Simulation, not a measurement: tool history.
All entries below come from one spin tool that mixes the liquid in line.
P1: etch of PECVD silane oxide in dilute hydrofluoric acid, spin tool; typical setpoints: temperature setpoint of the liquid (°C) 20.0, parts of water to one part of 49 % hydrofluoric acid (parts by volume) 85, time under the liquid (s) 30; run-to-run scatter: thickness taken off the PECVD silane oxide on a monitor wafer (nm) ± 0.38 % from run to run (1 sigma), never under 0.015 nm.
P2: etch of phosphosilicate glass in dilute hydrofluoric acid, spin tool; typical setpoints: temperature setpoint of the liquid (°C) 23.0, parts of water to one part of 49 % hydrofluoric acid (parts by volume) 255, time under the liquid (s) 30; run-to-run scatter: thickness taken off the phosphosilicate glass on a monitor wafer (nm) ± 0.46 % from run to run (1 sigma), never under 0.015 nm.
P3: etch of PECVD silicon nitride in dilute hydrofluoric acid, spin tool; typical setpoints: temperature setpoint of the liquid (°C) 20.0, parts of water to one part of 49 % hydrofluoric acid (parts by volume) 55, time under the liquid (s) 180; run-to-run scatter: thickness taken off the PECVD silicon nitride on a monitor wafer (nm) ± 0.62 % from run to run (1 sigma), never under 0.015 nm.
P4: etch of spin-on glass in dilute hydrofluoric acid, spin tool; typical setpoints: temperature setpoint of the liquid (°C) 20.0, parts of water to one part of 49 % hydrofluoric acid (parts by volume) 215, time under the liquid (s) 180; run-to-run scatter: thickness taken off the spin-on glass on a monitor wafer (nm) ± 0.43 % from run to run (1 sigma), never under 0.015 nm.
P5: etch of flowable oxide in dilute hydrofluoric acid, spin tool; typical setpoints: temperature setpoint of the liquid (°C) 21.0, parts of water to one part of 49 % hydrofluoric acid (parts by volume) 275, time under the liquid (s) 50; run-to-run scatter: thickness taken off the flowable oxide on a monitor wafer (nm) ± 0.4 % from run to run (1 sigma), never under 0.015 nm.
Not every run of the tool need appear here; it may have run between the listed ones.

run	day	process that ran	temperature setpoint of the liquid (°C)	parts of water to one part of 49 % hydrofluoric acid (parts by volume)	time under the liquid (s)	hours since the thermometer was replaced	hours since the hydrofluoric acid flow meter was replaced	thickness taken off the PECVD silane oxide on a monitor wafer (nm)	thickness taken off the spin-on glass on a monitor wafer (nm)	thickness taken off the phosphosilicate glass on a monitor wafer (nm)	thickness taken off the flowable oxide on a monitor wafer (nm)	thickness taken off the PECVD silicon nitride on a monitor wafer (nm)
1	0.338	P1	20.0	85	30	1911.1	85.0	8.6469				
2	0.608	P4	20.0	215	25	1917.6	91.5		3.3775			
3	0.950	P2	30.0	255	30	1925.8	99.7			24.295		
4	1.371	P1	25.0	85	30	1935.9	109.8	10.5300				
5	1.688	P1	20.0	85	30	1943.5	117.4	8.6607				
6	2.242	P5	21.0	275	15	1956.8	130.7				2.7930	
7	2.692	P5	21.0	70	50	1967.6	141.5				45.2230	
8	3.046	P1	20.0	145	30	1976.1	150.0	4.7346				
9	3.525	P1	20.0	85	30	1987.6	161.5	8.6623				
10	3.846	P5	28.5	275	50	1995.3	169.2				12.1480	
11	4.125	P1	17.0	30	30	2002.0	175.9	23.0740				
12	4.500	P1	20.0	85	50	2011.0	184.9	14.3710				
13	4.875	P1	17.0	85	30	2020.0	193.9	7.6045				
14	5.354	P3	26.0	55	180	2031.5	205.4					6.9976
15	5.804	P1	20.0	85	30	2042.3	216.2	8.6375				
16	6.133	P4	20.0	135	180	2050.2	224.1		41.9410			
17	6.525	P2	23.0	55	30	2059.6	233.5			109.110		
18	6.896	P2	23.0	255	60	2068.5	242.4			37.954		
19	7.138	P5	21.0	275	50	2074.3	248.2				9.2884	
20	7.562	P3	20.0	55	55	2084.5	258.4					1.4189
21	7.846	P1	20.0	85	15	2091.3	265.2	4.3378				
22	8.225	P2	23.0	255	30	2100.4	274.3			18.997		
23	8.529	P3	20.0	95	180	2107.7	281.6					2.7416
24	9.012	P3	20.0	55	180	2119.3	293.2					4.6439
25	9.492	P5	21.0	275	50	2130.8	304.7				9.3356	
26	9.762	P1	20.0	45	30	2137.3	311.2	17.0420				
27	10.296	P4	20.0	215	180	2150.1	324.0		24.1670			
28	10.838	P4	17.0	215	180	2163.1	337.0		21.5740			
29	11.221	P1	20.0	85	30	2172.3	346.2	8.6758				
30	11.567	P1	20.0	85	30	2180.6	354.5	8.8400				
31	11.992	P1	20.0	85	30	2190.8	364.7	9.0317				
32	12.446	P1	20.0	85	30	2201.7	375.6	9.2046				
33	12.912	P1	20.0	85	30	2212.9	386.8	9.3213				
34	13.408	P1	20.0	85	30	2224.8	398.7	9.2958				
35	13.700	P1	20.0	85	30	2231.8	405.7	9.4366				

Forecast run 36:
36	14.162	P1	20.0	85	30	2242.9	416.8	?				

{"run 36": {"thickness taken off the PECVD silane oxide on a monitor wafer (nm)": 9.515}}
